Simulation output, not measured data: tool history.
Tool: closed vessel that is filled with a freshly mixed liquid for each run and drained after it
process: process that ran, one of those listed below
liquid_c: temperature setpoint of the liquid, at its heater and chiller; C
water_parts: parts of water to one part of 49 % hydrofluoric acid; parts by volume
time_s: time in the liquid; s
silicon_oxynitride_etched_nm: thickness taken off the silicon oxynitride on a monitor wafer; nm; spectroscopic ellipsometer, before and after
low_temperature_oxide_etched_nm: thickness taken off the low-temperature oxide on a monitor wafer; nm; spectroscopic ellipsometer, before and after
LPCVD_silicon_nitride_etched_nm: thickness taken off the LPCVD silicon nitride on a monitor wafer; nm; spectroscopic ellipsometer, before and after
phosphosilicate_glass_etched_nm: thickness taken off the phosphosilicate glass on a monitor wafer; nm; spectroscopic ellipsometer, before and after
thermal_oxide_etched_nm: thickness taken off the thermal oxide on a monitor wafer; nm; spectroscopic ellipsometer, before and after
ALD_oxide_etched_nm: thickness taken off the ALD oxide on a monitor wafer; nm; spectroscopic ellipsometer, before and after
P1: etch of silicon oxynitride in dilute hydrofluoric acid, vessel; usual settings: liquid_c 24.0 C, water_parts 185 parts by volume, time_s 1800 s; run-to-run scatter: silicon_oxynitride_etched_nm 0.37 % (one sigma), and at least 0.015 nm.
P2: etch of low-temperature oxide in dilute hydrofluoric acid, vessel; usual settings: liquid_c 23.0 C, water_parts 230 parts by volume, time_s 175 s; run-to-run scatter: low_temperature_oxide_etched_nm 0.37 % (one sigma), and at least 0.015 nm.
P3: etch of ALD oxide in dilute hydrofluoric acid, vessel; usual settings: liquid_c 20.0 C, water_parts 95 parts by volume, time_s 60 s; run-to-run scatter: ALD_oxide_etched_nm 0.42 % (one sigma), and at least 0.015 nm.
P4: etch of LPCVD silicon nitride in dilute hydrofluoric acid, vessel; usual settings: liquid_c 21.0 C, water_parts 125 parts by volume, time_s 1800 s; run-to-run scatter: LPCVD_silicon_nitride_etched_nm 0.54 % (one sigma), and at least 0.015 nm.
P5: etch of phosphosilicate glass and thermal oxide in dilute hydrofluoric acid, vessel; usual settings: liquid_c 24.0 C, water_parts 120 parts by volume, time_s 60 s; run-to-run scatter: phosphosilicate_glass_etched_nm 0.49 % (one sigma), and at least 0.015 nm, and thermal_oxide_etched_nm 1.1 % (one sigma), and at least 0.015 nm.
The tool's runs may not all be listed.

run	day	process	liquid_c	water_parts	time_s	hours since the thermometer was replaced	hours since the hydrofluoric acid flow meter was replaced	silicon_oxynitride_etched_nm	low_temperature_oxide_etched_nm	LPCVD_silicon_nitride_etched_nm	phosphosilicate_glass_etched_nm	thermal_oxide_etched_nm	ALD_oxide_etched_nm
1	0.629	P1	24.0	185	1800	337.0	180.7	14.23700					
2	1.262	P2	23.0	230	175	352.2	195.9		6.4866				
3	1.692	P4	21.0	125	3565	362.5	206.2			10.2270			
4	2.096	P5	24.0	120	60	372.2	215.9				54.028	2.2902	
5	2.692	P5	19.5	120	60	386.5	230.2				45.358	1.8999	
6	3.071	P1	24.0	35	1800	395.6	239.3	85.67500					
7	3.638	P1	24.0	280	1800	409.2	252.9	8.77030					
8	4.000	P1	24.0	185	1800	417.9	261.6	14.27600					
9	4.383	P3	20.0	95	35	427.1	270.8						9.8708
10	5.046	P1	24.0	185	3095	443.0	286.7	24.73800					
11	5.579	P1	24.0	185	45	455.8	299.5	0.33619					
12	6.175	P3	20.0	160	60	470.1	313.8						9.4701
13	6.567	P1	24.0	185	1800	479.5	323.2	14.33900					
14	6.904	P2	23.0	230	175	487.6	331.3		6.4962				
15	7.438	P1	17.0	60	1800	500.4	344.1	34.49900					
16	8.079	P2	23.0	230	345	515.8	359.5		12.8080				
17	8.679	P4	21.0	125	1800	530.2	373.9			5.1368			
18	8.996	P4	17.0	125	1800	537.8	381.5			3.9241			
19	9.317	P1	24.0	185	1800	545.5	389.2	14.37500					
20	9.867	P1	24.0	185	1800	558.7	402.4	14.30800					
21	10.333	P1	30.0	185	1800	569.9	413.6	18.70700					
22	10.867	P3	20.0	95	60	582.7	426.4						17.0950
23	11.446	P2	17.0	230	175	596.6	440.3		5.2007				
24	11.958	P4	21.0	210	1800	608.9	452.6			3.1016			
25	12.550	P3	28.0	95	60	623.1	466.8						23.5020
26	13.162	P1	24.0	105	3170	637.8	481.5	47.26500					
27	13.712	P1	24.0	185	1800	651.0	494.7	14.31600					
28	14.096	P5	24.0	45	60	660.2	503.9				159.650	6.5477	
29	14.583	P1	20.0	185	1800	671.9	515.6	11.89900					
30	15.029	P2	23.0	105	175	682.6	526.3		16.3790				
31	15.496	P5	24.0	120	105	693.8	537.5				95.368	3.9300	
32	16.158	P1	24.0	185	1800	709.7	553.4	14.32800					
33	16.729	P1	24.0	185	1800	723.4	567.1	14.92400					
34	17.054	P1	24.0	185	1800	731.2	574.9	15.02100					
35	17.429	P1	24.0	185	1800	740.2	583.9	15.28100					
36	17.738	P1	24.0	185	1800	747.6	591.3	15.30200					
37	18.158	P1	24.0	185	1800	757.7	601.4	15.24800					
38	18.633	P1	24.0	185	1800	769.1	612.8	15.43300					
39	19.012	P1	24.0	185	1800	778.2	621.9	15.41900					

What P1 gives has crept away from where it was. These 2 causes fit the log equally well, each at the size given:
A: hydrofluoric acid flow above the setpoint (%) = 6.59
B: liquid hotter than its thermometer reads (K) = 1.63
The creep began at about day 16.158.

4 check runs are offered, one wafer each, their results left as question marks. Which one tells the causes apart?
check 1	19.392	P4	21.0	175	3045					?			
check 2	19.392	P5	24.0	80	60						?	?	
check 3	19.392	P2	20.0	110	175				?				
check 4	19.392	P3	20.0	95	35								?

What each check would give under each cause:
check	result	if A	if B
check 1	LPCVD_silicon_nitride_etched_nm	6.6932	6.9929
check 2	phosphosilicate_glass_etched_nm	91.646	91.181
check 2	thermal_oxide_etched_nm	3.8218	3.8024
check 3	low_temperature_oxide_etched_nm	14.7900	14.7110
check 4	ALD_oxide_etched_nm	10.7100	10.6700
How far apart the two closest causes lie, in the result that separates them most: check 1 4.38 %; check 2 0.51 %; check 3 0.53 %; check 4 0.37 %
Only check 1 tells the causes apart: in the others they would give nearly the same result.

Check 1 was then run and gave: LPCVD_silicon_nitride_etched_nm 6.7368 nm. Which cause is it?

It is A: hydrofluoric acid flow above the setpoint (%).

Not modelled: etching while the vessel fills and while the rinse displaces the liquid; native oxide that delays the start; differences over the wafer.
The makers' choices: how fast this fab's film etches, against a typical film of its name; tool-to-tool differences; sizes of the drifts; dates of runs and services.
